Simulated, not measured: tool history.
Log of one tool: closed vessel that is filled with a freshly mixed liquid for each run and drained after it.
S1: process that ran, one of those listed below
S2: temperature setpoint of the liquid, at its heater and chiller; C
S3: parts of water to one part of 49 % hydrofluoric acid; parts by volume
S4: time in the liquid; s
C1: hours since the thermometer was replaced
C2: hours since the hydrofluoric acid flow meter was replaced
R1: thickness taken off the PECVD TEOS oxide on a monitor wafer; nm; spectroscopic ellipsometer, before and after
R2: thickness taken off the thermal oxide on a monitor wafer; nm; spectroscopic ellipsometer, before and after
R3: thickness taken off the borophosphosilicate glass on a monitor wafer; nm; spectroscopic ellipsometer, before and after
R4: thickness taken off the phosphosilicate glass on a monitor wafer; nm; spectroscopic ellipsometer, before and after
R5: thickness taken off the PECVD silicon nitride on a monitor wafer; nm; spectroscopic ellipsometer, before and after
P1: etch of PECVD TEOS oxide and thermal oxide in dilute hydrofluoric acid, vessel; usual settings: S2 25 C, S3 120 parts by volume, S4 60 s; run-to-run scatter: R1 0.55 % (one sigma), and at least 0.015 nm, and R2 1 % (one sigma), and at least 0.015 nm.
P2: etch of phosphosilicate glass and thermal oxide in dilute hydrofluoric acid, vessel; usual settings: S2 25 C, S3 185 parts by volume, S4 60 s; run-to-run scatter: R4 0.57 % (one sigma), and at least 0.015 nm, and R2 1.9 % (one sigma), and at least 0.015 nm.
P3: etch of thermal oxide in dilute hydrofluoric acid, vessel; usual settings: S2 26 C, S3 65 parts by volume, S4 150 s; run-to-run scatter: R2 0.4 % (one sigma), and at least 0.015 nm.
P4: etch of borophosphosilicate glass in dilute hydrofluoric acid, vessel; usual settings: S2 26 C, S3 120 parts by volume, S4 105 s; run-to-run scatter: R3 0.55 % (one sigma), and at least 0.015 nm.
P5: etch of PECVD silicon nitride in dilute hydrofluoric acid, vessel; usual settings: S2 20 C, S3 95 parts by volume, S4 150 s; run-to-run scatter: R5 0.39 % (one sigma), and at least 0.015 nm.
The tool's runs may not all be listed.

run   hour  S1    S2   S3   S4      C1      C2      R1      R2      R3      R4      R5
  1    8.5  P1    25  120   60  1163.9  1169.5  8.9788  2.3229
  2   18.8  P4    26  120   50  1174.2  1179.8                  16.428
  3   27.9  P1    25  120  115  1183.3  1188.9  17.209  4.4814
  4   35.1  P1    29  120   60  1190.5  1196.1  10.337  2.7182
  5   45.7  P2    25  185   60  1201.1  1206.7          1.4348          18.871
  6   56.7  P3  19.5   65  150  1212.1  1217.7          9.3669
  7     65  P2  17.5  185   60  1220.4    1226          1.1067          13.918
  8   76.2  P4    26  120  105  1231.6  1237.2                  34.362
  9   85.4  P5    20   95  150  1240.8  1246.4                                  5.9374
 10   94.2  P1    25   65   30  1249.6  1255.2  8.9673   2.306
 11  102.1  P4    26  190  105  1257.5  1263.1                  19.867
 12  109.5  P1    25  120   60  1264.9  1270.5  8.9335   2.334
 13  120.2  P2    25  185   60  1275.6  1281.2          1.4458          18.579
 14  130.1  P1    25  120   60  1285.5  1291.1   8.918  2.3512
 15  135.3  P1    25  120   60  1290.7  1296.3  8.9907  2.3354
 16  143.4  P3    26   65   55  1298.8  1304.4          4.5126
 17  149.7  P3    26   65  150  1305.1  1310.7          12.158
 18  155.1  P1    25  120   60  1310.5  1316.1  8.9911  2.3709
 19  163.8  P1    30  190   60  1319.2  1324.8  6.2305  1.6309
 20  171.5  P1    25   45   60  1326.9  1332.5  26.523  6.9415
 21  182.1  P3    26  105  150  1337.5  1343.1          7.1419
 22  191.2  P2    25  185  100  1346.6  1352.2          2.2866          31.075

Run 23 comes next. What will it give?
 23  198.8  P5  20  135  150  1354.2  1359.8                   ?

R5: 4.2052 nm
